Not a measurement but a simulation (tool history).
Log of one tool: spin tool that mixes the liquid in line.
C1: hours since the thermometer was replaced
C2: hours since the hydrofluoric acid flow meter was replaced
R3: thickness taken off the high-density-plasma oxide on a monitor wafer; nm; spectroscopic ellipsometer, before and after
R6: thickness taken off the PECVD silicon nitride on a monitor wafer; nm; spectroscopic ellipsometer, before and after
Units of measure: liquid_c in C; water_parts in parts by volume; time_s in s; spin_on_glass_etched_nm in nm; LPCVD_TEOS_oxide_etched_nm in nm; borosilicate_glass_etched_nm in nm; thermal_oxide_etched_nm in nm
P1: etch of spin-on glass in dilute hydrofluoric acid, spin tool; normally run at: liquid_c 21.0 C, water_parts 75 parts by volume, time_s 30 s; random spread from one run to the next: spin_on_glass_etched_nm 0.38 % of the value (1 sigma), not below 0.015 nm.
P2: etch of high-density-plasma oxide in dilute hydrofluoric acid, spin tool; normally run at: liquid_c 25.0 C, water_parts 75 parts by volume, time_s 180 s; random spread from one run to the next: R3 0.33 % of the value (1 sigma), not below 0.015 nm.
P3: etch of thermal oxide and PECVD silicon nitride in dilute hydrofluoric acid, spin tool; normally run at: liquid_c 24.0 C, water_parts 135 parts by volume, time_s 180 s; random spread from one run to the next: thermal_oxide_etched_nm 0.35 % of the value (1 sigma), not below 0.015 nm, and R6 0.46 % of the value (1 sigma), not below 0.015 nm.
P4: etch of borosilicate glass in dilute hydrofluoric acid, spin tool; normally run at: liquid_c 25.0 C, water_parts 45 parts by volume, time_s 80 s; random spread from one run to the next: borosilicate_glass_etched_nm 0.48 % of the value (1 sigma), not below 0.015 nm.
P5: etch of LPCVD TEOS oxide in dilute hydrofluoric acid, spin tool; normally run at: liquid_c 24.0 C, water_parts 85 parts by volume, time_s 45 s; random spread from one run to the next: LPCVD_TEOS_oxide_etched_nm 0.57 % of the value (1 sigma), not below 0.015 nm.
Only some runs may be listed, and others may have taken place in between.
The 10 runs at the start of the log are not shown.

Run 11, day 2.362: process P5, liquid_c 24.0 C, water_parts 20 parts by volume, time_s 45 s; C1 1684.0; C2 795.2. Result: LPCVD_TEOS_oxide_etched_nm 121.2100 nm.
Run 12, day 2.592: process P2, liquid_c 25.0 C, water_parts 45 parts by volume, time_s 180 s; C1 1689.5; C2 800.7. Result: R3 30.339 nm.
Run 13, day 2.862: process P1, liquid_c 21.0 C, water_parts 75 parts by volume, time_s 30 s; C1 1696.0; C2 807.2. Result: spin_on_glass_etched_nm 13.5950 nm.
Run 14, day 3.071: process P1, liquid_c 21.0 C, water_parts 75 parts by volume, time_s 60 s; C1 1701.0; C2 812.2. Result: spin_on_glass_etched_nm 27.1660 nm.
Run 15, day 3.242: process P1, liquid_c 21.0 C, water_parts 140 parts by volume, time_s 30 s; C1 1705.1; C2 816.3. Result: spin_on_glass_etched_nm 6.7624 nm.
Run 16, day 3.508: process P3, liquid_c 30.5 C, water_parts 135 parts by volume, time_s 180 s; C1 1711.5; C2 822.7. Result: thermal_oxide_etched_nm 7.6188 nm, R6 11.883 nm.
Run 17, day 3.725: process P1, liquid_c 17.0 C, water_parts 75 parts by volume, time_s 30 s; C1 1716.7; C2 827.9. Result: spin_on_glass_etched_nm 11.4720 nm.
Run 18, day 3.975: process P1, liquid_c 26.5 C, water_parts 75 parts by volume, time_s 30 s; C1 1722.7; C2 833.9. Result: spin_on_glass_etched_nm 17.0860 nm.
Run 19, day 4.117: process P2, liquid_c 25.0 C, water_parts 75 parts by volume, time_s 275 s; C1 1726.1; C2 837.3. Result: R3 26.785 nm.
Run 20, day 4.267: process P4, liquid_c 31.5 C, water_parts 45 parts by volume, time_s 80 s; C1 1729.7; C2 840.9. Result: borosilicate_glass_etched_nm 72.826 nm.
Run 21, day 4.479: process P3, liquid_c 24.0 C, water_parts 135 parts by volume, time_s 260 s; C1 1734.8; C2 846.0. Result: thermal_oxide_etched_nm 8.6009 nm, R6 11.369 nm.
Run 22, day 4.679: process P1, liquid_c 21.0 C, water_parts 75 parts by volume, time_s 30 s; C1 1739.6; C2 850.8. Result: spin_on_glass_etched_nm 13.6640 nm.

Run 23, settings as shown, results not yet in. Your forecast:
Run 23, day 4.929: process P1, liquid_c 21.0 C, water_parts 75 parts by volume, time_s 30 s; C1 1745.6; C2 856.8. Result: spin_on_glass_etched_nm ?.

For run 23 the tool returned spin_on_glass_etched_nm 13.4590 nm.
